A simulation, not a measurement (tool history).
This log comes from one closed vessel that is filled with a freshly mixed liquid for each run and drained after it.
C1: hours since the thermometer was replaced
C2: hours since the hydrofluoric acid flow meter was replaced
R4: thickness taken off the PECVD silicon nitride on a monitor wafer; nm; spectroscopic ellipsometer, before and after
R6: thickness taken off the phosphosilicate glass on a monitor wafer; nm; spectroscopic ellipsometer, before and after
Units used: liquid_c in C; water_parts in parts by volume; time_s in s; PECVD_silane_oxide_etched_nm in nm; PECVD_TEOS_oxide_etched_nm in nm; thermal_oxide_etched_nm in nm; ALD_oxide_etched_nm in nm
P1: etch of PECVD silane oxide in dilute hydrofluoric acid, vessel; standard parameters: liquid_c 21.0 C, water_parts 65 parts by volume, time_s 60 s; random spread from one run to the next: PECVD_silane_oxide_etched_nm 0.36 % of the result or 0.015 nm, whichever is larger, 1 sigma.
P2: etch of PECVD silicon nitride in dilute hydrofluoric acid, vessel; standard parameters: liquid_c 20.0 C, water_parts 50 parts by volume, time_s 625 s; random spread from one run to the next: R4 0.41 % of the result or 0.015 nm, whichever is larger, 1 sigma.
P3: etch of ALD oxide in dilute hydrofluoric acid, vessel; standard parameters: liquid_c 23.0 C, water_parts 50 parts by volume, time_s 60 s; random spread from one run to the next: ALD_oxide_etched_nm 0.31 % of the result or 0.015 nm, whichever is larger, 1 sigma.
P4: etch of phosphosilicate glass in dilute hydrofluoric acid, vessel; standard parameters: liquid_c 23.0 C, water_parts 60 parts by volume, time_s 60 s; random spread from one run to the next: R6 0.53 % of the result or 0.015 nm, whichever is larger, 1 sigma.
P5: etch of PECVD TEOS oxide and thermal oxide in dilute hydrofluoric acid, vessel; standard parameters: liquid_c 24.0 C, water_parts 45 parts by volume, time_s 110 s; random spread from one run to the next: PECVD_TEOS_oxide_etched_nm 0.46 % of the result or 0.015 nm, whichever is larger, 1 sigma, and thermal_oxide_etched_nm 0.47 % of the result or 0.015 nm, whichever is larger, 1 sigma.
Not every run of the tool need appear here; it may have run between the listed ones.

Run 1, hour 18.9: process P1, liquid_c 21.0 C, water_parts 65 parts by volume, time_s 60 s; C1 686.6; C2 892.6. Result: PECVD_silane_oxide_etched_nm 40.165 nm.
Run 2, hour 34.4: process P5, liquid_c 24.0 C, water_parts 45 parts by volume, time_s 110 s; C1 702.1; C2 908.1. Result: PECVD_TEOS_oxide_etched_nm 41.654 nm, thermal_oxide_etched_nm 12.323 nm.
Run 3, hour 45.3: process P1, liquid_c 27.5 C, water_parts 65 parts by volume, time_s 60 s; C1 713.0; C2 919.0. Result: PECVD_silane_oxide_etched_nm 52.768 nm.
Run 4, hour 58.7: process P2, liquid_c 20.0 C, water_parts 50 parts by volume, time_s 625 s; C1 726.4; C2 932.4. Result: R4 15.7720 nm.
Run 5, hour 70.2: process P1, liquid_c 17.0 C, water_parts 25 parts by volume, time_s 60 s; C1 737.9; C2 943.9. Result: PECVD_silane_oxide_etched_nm 93.053 nm.
Run 6, hour 82.6: process P2, liquid_c 20.0 C, water_parts 50 parts by volume, time_s 625 s; C1 750.3; C2 956.3. Result: R4 15.7350 nm.
Run 7, hour 91.1: process P1, liquid_c 21.0 C, water_parts 65 parts by volume, time_s 60 s; C1 758.8; C2 964.8. Result: PECVD_silane_oxide_etched_nm 40.285 nm.
Run 8, hour 104.9: process P3, liquid_c 23.0 C, water_parts 80 parts by volume, time_s 60 s; C1 772.6; C2 978.6. Result: ALD_oxide_etched_nm 23.557 nm.
Run 9, hour 124.3: process P3, liquid_c 17.0 C, water_parts 50 parts by volume, time_s 60 s; C1 792.0; C2 998.0. Result: ALD_oxide_etched_nm 30.515 nm.
Run 10, hour 138.9: process P4, liquid_c 23.0 C, water_parts 30 parts by volume, time_s 60 s; C1 806.6; C2 1012.6. Result: R6 415.12 nm.
Run 11, hour 157.5: process P3, liquid_c 23.0 C, water_parts 50 parts by volume, time_s 60 s; C1 825.2; C2 1031.2. Result: ALD_oxide_etched_nm 39.221 nm.
Run 12, hour 167.8: process P3, liquid_c 23.0 C, water_parts 50 parts by volume, time_s 60 s; C1 835.5; C2 1041.5. Result: ALD_oxide_etched_nm 39.199 nm.
Run 13, hour 186.1: process P4, liquid_c 18.0 C, water_parts 60 parts by volume, time_s 60 s; C1 853.8; C2 1059.8. Result: R6 163.90 nm.
Run 14, hour 201.2: process P1, liquid_c 21.0 C, water_parts 95 parts by volume, time_s 60 s; C1 868.9; C2 1074.9. Result: PECVD_silane_oxide_etched_nm 26.648 nm.
Run 15, hour 214.7: process P4, liquid_c 23.0 C, water_parts 60 parts by volume, time_s 110 s; C1 882.4; C2 1088.4. Result: R6 367.24 nm.
Run 16, hour 227.6: process P4, liquid_c 23.0 C, water_parts 60 parts by volume, time_s 60 s; C1 895.3; C2 1101.3. Result: R6 201.29 nm.
Run 17, hour 242.6: process P1, liquid_c 21.0 C, water_parts 65 parts by volume, time_s 60 s; C1 910.3; C2 1116.3. Result: PECVD_silane_oxide_etched_nm 40.604 nm.
Run 18, hour 257.2: process P1, liquid_c 21.0 C, water_parts 35 parts by volume, time_s 110 s; C1 924.9; C2 1130.9. Result: PECVD_silane_oxide_etched_nm 142.000 nm.
Run 19, hour 272.8: process P2, liquid_c 20.0 C, water_parts 50 parts by volume, time_s 125 s; C1 940.5; C2 1146.5. Result: R4 3.1213 nm.
Run 20, hour 286.3: process P1, liquid_c 21.0 C, water_parts 65 parts by volume, time_s 30 s; C1 954.0; C2 1160.0. Result: PECVD_silane_oxide_etched_nm 20.227 nm.
Run 21, hour 301.8: process P1, liquid_c 21.0 C, water_parts 65 parts by volume, time_s 95 s; C1 969.5; C2 1175.5. Result: PECVD_silane_oxide_etched_nm 64.294 nm.
Run 22, hour 320.2: process P2, liquid_c 17.0 C, water_parts 50 parts by volume, time_s 625 s; C1 987.9; C2 1193.9. Result: R4 12.7280 nm.
Run 23, hour 339.7: process P5, liquid_c 24.0 C, water_parts 20 parts by volume, time_s 110 s; C1 1007.4; C2 1213.4. Result: PECVD_TEOS_oxide_etched_nm 96.916 nm, thermal_oxide_etched_nm 28.587 nm.
Run 24, hour 348.7: process P2, liquid_c 20.0 C, water_parts 85 parts by volume, time_s 625 s; C1 1016.4; C2 1222.4. Result: R4 9.3408 nm.
Run 25, hour 365.8: process P1, liquid_c 17.0 C, water_parts 65 parts by volume, time_s 60 s; C1 1033.5; C2 1239.5. Result: PECVD_silane_oxide_etched_nm 34.377 nm.
At hour 368.8: thermometer replaced.
Run 26, hour 379.8: process P1, liquid_c 21.0 C, water_parts 65 parts by volume, time_s 60 s; C1 11.0; C2 1253.5. Result: PECVD_silane_oxide_etched_nm 40.255 nm.
Run 27, hour 393.1: process P3, liquid_c 23.0 C, water_parts 50 parts by volume, time_s 95 s; C1 24.3; C2 1266.8. Result: ALD_oxide_etched_nm 62.094 nm.
Run 28, hour 403.9: process P5, liquid_c 31.0 C, water_parts 45 parts by volume, time_s 110 s; C1 35.1; C2 1277.6. Result: PECVD_TEOS_oxide_etched_nm 55.791 nm, thermal_oxide_etched_nm 16.394 nm.
Run 29, hour 421.6: process P1, liquid_c 21.0 C, water_parts 40 parts by volume, time_s 60 s; C1 52.8; C2 1295.3. Result: PECVD_silane_oxide_etched_nm 67.703 nm.
Run 30, hour 431.0: process P5, liquid_c 24.0 C, water_parts 45 parts by volume, time_s 190 s; C1 62.2; C2 1304.7. Result: PECVD_TEOS_oxide_etched_nm 72.496 nm, thermal_oxide_etched_nm 21.220 nm.
Run 31, hour 446.0: process P1, liquid_c 21.0 C, water_parts 65 parts by volume, time_s 60 s; C1 77.2; C2 1319.7. Result: PECVD_silane_oxide_etched_nm 40.188 nm.
Run 32, hour 455.2: process P1, liquid_c 21.0 C, water_parts 65 parts by volume, time_s 60 s; C1 86.4; C2 1328.9. Result: PECVD_silane_oxide_etched_nm 39.680 nm.
Run 33, hour 470.2: process P1, liquid_c 21.0 C, water_parts 65 parts by volume, time_s 60 s; C1 101.4; C2 1343.9. Result: PECVD_silane_oxide_etched_nm 39.049 nm.
Run 34, hour 481.0: process P1, liquid_c 21.0 C, water_parts 65 parts by volume, time_s 60 s; C1 112.2; C2 1354.7. Result: PECVD_silane_oxide_etched_nm 38.497 nm.
Run 35, hour 498.4: process P1, liquid_c 21.0 C, water_parts 65 parts by volume, time_s 60 s; C1 129.6; C2 1372.1. Result: PECVD_silane_oxide_etched_nm 38.378 nm.
Run 36, hour 509.4: process P1, liquid_c 21.0 C, water_parts 65 parts by volume, time_s 60 s; C1 140.6; C2 1383.1. Result: PECVD_silane_oxide_etched_nm 38.211 nm.
Run 37, hour 527.8: process P1, liquid_c 21.0 C, water_parts 65 parts by volume, time_s 60 s; C1 159.0; C2 1401.5. Result: PECVD_silane_oxide_etched_nm 37.829 nm.
Run 38, hour 537.4: process P1, liquid_c 21.0 C, water_parts 65 parts by volume, time_s 60 s; C1 168.6; C2 1411.1. Result: PECVD_silane_oxide_etched_nm 37.867 nm.
Run 39, hour 556.3: process P1, liquid_c 21.0 C, water_parts 65 parts by volume, time_s 60 s; C1 187.5; C2 1430.0. Result: PECVD_silane_oxide_etched_nm 37.918 nm.
Run 40, hour 571.6: process P1, liquid_c 21.0 C, water_parts 65 parts by volume, time_s 60 s; C1 202.8; C2 1445.3. Result: PECVD_silane_oxide_etched_nm 37.808 nm.

The log shows P1 creeping away from where it was. Any of the 2 causes listed here, at the size stated for it, fits the log just as well as the others:
A: liquid colder than its thermometer reads (K) = 1.57
B: hydrofluoric acid flow below the setpoint (%) = 5.89
At approximately hour 446.0, the process output began to creep.

Of the 4 check runs listed below, each run on one wafer and each result written as a question mark, which would let you distinguish the listed causes because they would give clearly different results?
Run check 1, hour 586.9: process P5, liquid_c 24.0 C, water_parts 45 parts by volume, time_s 110 s. Result: PECVD_TEOS_oxide_etched_nm ?, thermal_oxide_etched_nm ?.
Run check 2, hour 586.9: process P4, liquid_c 23.0 C, water_parts 60 parts by volume, time_s 60 s. Result: R6 ?.
Run check 3, hour 586.9: process P3, liquid_c 23.0 C, water_parts 50 parts by volume, time_s 60 s. Result: ALD_oxide_etched_nm ?.
Run check 4, hour 586.9: process P2, liquid_c 20.0 C, water_parts 50 parts by volume, time_s 625 s. Result: R4 ?.

How each check would come out, cause by cause:
  check                      result     if A     if B
check 1  PECVD_TEOS_oxide_etched_nm   39.218   39.247
check 1     thermal_oxide_etched_nm   11.489   11.497
check 2                          R6   188.42   188.32
check 3         ALD_oxide_etched_nm   36.721   36.749
check 4                          R4  14.0060  14.7340
Per check, the gap between the least separated pair of causes, taken in the result that splits them most: check 1 0.07 %; check 2 0.05 %; check 3 0.08 %; check 4 5.07 %
The other checks would show nearly matching results whichever cause is true, so check 4 is the only one that separates the causes.

With check 4 done, the readings were: R4 14.7430 nm. Identify which of the listed causes applies.

B is the cause: hydrofluoric acid flow below the setpoint (%).
